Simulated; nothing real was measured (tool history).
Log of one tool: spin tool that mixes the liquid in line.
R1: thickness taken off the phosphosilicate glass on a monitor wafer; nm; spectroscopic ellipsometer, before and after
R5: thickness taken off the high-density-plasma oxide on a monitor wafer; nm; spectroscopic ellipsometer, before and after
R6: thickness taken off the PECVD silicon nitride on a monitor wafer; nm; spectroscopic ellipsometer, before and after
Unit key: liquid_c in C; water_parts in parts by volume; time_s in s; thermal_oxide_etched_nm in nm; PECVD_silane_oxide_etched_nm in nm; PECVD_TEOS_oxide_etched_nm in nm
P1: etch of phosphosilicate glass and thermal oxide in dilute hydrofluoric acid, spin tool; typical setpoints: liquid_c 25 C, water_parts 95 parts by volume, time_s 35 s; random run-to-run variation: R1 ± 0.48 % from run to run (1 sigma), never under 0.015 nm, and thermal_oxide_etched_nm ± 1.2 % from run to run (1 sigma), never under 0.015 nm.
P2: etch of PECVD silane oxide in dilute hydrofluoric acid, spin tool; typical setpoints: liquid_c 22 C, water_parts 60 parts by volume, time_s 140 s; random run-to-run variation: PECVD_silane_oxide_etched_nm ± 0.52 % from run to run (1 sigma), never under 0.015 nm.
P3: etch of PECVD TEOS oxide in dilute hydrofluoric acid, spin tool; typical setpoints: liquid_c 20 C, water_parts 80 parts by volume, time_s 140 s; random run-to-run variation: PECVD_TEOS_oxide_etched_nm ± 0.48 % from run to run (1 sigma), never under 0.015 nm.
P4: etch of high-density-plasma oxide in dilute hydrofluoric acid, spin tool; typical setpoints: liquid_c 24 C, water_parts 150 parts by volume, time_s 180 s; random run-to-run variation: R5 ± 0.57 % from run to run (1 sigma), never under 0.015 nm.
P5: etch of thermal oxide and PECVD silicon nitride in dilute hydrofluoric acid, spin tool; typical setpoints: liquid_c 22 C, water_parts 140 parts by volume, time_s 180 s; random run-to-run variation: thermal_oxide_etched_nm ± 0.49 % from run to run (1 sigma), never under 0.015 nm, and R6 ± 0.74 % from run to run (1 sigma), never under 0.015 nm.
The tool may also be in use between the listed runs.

{"run": 1, "day": 0.129, "process": "P1", "liquid_c": 25, "water_parts": 95, "time_s": 35, "R1": 41.561, "thermal_oxide_etched_nm": 1.8106}
{"run": 2, "day": 0.271, "process": "P2", "liquid_c": 22, "water_parts": 25, "time_s": 140, "PECVD_silane_oxide_etched_nm": 113.41}
{"run": 3, "day": 0.554, "process": "P1", "liquid_c": 25, "water_parts": 95, "time_s": 55, "R1": 65.156, "thermal_oxide_etched_nm": 2.9061}
{"run": 4, "day": 0.746, "process": "P3", "liquid_c": 20, "water_parts": 115, "time_s": 140, "PECVD_TEOS_oxide_etched_nm": 16.627}
{"run": 5, "day": 1.017, "process": "P1", "liquid_c": 20.5, "water_parts": 50, "time_s": 35, "R1": 68.594, "thermal_oxide_etched_nm": 3.0571}
{"run": 6, "day": 1.304, "process": "P1", "liquid_c": 25, "water_parts": 35, "time_s": 35, "R1": 122.22, "thermal_oxide_etched_nm": 5.4912}
{"run": 7, "day": 1.579, "process": "P1", "liquid_c": 25, "water_parts": 95, "time_s": 15, "R1": 17.669, "thermal_oxide_etched_nm": 0.75785}
{"run": 8, "day": 1.846, "process": "P4", "liquid_c": 17.5, "water_parts": 150, "time_s": 180, "R5": 5.7334}
{"run": 9, "day": 2.125, "process": "P4", "liquid_c": 24, "water_parts": 150, "time_s": 180, "R5": 7.3532}
{"run": 10, "day": 2.288, "process": "P4", "liquid_c": 24, "water_parts": 150, "time_s": 20, "R5": 0.81692}
{"run": 11, "day": 2.496, "process": "P2", "liquid_c": 22, "water_parts": 60, "time_s": 65, "PECVD_silane_oxide_etched_nm": 21.018}
{"run": 12, "day": 2.742, "process": "P1", "liquid_c": 25, "water_parts": 45, "time_s": 50, "R1": 133.54, "thermal_oxide_etched_nm": 5.8819}
{"run": 13, "day": 2.971, "process": "P1", "liquid_c": 25, "water_parts": 95, "time_s": 35, "R1": 41.663, "thermal_oxide_etched_nm": 1.8254}
{"run": 14, "day": 3.254, "process": "P3", "liquid_c": 20, "water_parts": 80, "time_s": 205, "PECVD_TEOS_oxide_etched_nm": 36.746}
{"run": 15, "day": 3.525, "process": "P1", "liquid_c": 25, "water_parts": 95, "time_s": 35, "R1": 41.6, "thermal_oxide_etched_nm": 1.8536}
{"run": 16, "day": 3.762, "process": "P3", "liquid_c": 26, "water_parts": 80, "time_s": 140, "PECVD_TEOS_oxide_etched_nm": 32.409}
{"run": 17, "day": 3.929, "process": "P1", "liquid_c": 25, "water_parts": 95, "time_s": 35, "R1": 41.71, "thermal_oxide_etched_nm": 1.7913}
{"run": 18, "day": 4.2, "process": "P1", "liquid_c": 25, "water_parts": 95, "time_s": 35, "R1": 41.512, "thermal_oxide_etched_nm": 1.8579}
{"run": 19, "day": 4.467, "process": "P5", "liquid_c": 22, "water_parts": 140, "time_s": 350, "thermal_oxide_etched_nm": 11.034, "R6": 6.2698}
{"run": 20, "day": 4.742, "process": "P1", "liquid_c": 25, "water_parts": 155, "time_s": 35, "R1": 23.693, "thermal_oxide_etched_nm": 1.0398}
{"run": 21, "day": 5.025, "process": "P4", "liquid_c": 24, "water_parts": 60, "time_s": 180, "R5": 20.578}
{"run": 22, "day": 5.267, "process": "P2", "liquid_c": 17, "water_parts": 60, "time_s": 140, "PECVD_silane_oxide_etched_nm": 36.568}
{"run": 23, "day": 5.45, "process": "P5", "liquid_c": 22, "water_parts": 140, "time_s": 180, "thermal_oxide_etched_nm": 5.7147, "R6": 3.2171}
{"run": 24, "day": 5.712, "process": "P1", "liquid_c": 17, "water_parts": 95, "time_s": 35, "R1": 29.825, "thermal_oxide_etched_nm": 1.318}
{"run": 25, "day": 5.983, "process": "P3", "liquid_c": 20, "water_parts": 80, "time_s": 140, "PECVD_TEOS_oxide_etched_nm": 25.192}
{"run": 26, "day": 6.2, "process": "P1", "liquid_c": 29.5, "water_parts": 95, "time_s": 35, "R1": 49.082, "thermal_oxide_etched_nm": 2.2015}
{"run": 27, "day": 6.383, "process": "P5", "liquid_c": 26.5, "water_parts": 140, "time_s": 180, "thermal_oxide_etched_nm": 6.7283, "R6": 4.3657}
{"run": 28, "day": 6.533, "process": "P2", "liquid_c": 22, "water_parts": 60, "time_s": 140, "PECVD_silane_oxide_etched_nm": 45.143}
{"run": 29, "day": 6.746, "process": "P3", "liquid_c": 20, "water_parts": 80, "time_s": 140, "PECVD_TEOS_oxide_etched_nm": 25.045}
{"run": 30, "day": 6.9, "process": "P5", "liquid_c": 22, "water_parts": 220, "time_s": 180, "thermal_oxide_etched_nm": 3.3238, "R6": 2.0599}
{"run": 31, "day": 7.112, "process": "P1", "liquid_c": 25, "water_parts": 170, "time_s": 60, "R1": 36.181, "thermal_oxide_etched_nm": 1.6278}
{"run": 32, "day": 7.258, "process": "P1", "liquid_c": 25, "water_parts": 95, "time_s": 35, "R1": 41.578, "thermal_oxide_etched_nm": 1.8463}
{"run": 33, "day": 7.417, "process": "P1", "liquid_c": 25, "water_parts": 95, "time_s": 35, "R1": 40.167, "thermal_oxide_etched_nm": 1.7626}
{"run": 34, "day": 7.638, "process": "P1", "liquid_c": 25, "water_parts": 95, "time_s": 35, "R1": 39.478, "thermal_oxide_etched_nm": 1.7488}
{"run": 35, "day": 7.908, "process": "P1", "liquid_c": 25, "water_parts": 95, "time_s": 35, "R1": 38.956, "thermal_oxide_etched_nm": 1.6927}
{"run": 36, "day": 8.188, "process": "P1", "liquid_c": 25, "water_parts": 95, "time_s": 35, "R1": 38.954, "thermal_oxide_etched_nm": 1.7246}
{"run": 37, "day": 8.454, "process": "P1", "liquid_c": 25, "water_parts": 95, "time_s": 35, "R1": 38.419, "thermal_oxide_etched_nm": 1.688}
{"run": 38, "day": 8.583, "process": "P1", "liquid_c": 25, "water_parts": 95, "time_s": 35, "R1": 38.306, "thermal_oxide_etched_nm": 1.6543}
{"run": 39, "day": 8.779, "process": "P1", "liquid_c": 25, "water_parts": 95, "time_s": 35, "R1": 38.246, "thermal_oxide_etched_nm": 1.7084}
{"run": 40, "day": 9.004, "process": "P1", "liquid_c": 25, "water_parts": 95, "time_s": 35, "R1": 38.112, "thermal_oxide_etched_nm": 1.7458}

Something has made what P1 gives creep away from where it was; the 2 causes below, each at its own stated size, fit the log equally well:
A: hydrofluoric acid flow below the setpoint (%) = 7.03
B: liquid colder than its thermometer reads (K) = 2.07
Onset of the creep was near day 7.258.

Question marks stand in for the results of the 4 check runs listed below, each run on one wafer. Under which run would the listed causes show clearly different results?
{"run": "check 1", "day": 9.229, "process": "P5", "liquid_c": 22, "water_parts": 140, "time_s": 180, "thermal_oxide_etched_nm": "?", "R6": "?"}
{"run": "check 2", "day": 9.229, "process": "P3", "liquid_c": 20, "water_parts": 80, "time_s": 140, "PECVD_TEOS_oxide_etched_nm": "?"}
{"run": "check 3", "day": 9.229, "process": "P4", "liquid_c": 24, "water_parts": 150, "time_s": 180, "R5": "?"}
{"run": "check 4", "day": 9.229, "process": "P2", "liquid_c": 22, "water_parts": 60, "time_s": 140, "PECVD_silane_oxide_etched_nm": "?"}

Check results expected under each cause:
check=check_1 result=thermal_oxide_etched_nm if_A=5.2141 if_B=5.2268
check=check_1 result=R6 if_A=3.0206 if_B=2.8275
check=check_2 result=PECVD_TEOS_oxide_etched_nm if_A=23.206 if_B=23.042
check=check_3 result=R5 if_A=6.7944 if_B=6.8337
check=check_4 result=PECVD_silane_oxide_etched_nm if_A=41.642 if_B=41.308
Per-check spread between the two closest causes, in the result where they differ most: check 1 6.61 %; check 2 0.71 %; check 3 0.58 %; check 4 0.81 %
Only in check 1 would the causes give clearly different results; in the remaining checks their results would be nearly the same.

Running check 1 produced the following: thermal_oxide_etched_nm 5.1705 nm; R6 2.8023 nm. Which one of the listed causes fits?

Of the candidate causes, it is B: liquid colder than its thermometer reads (K).
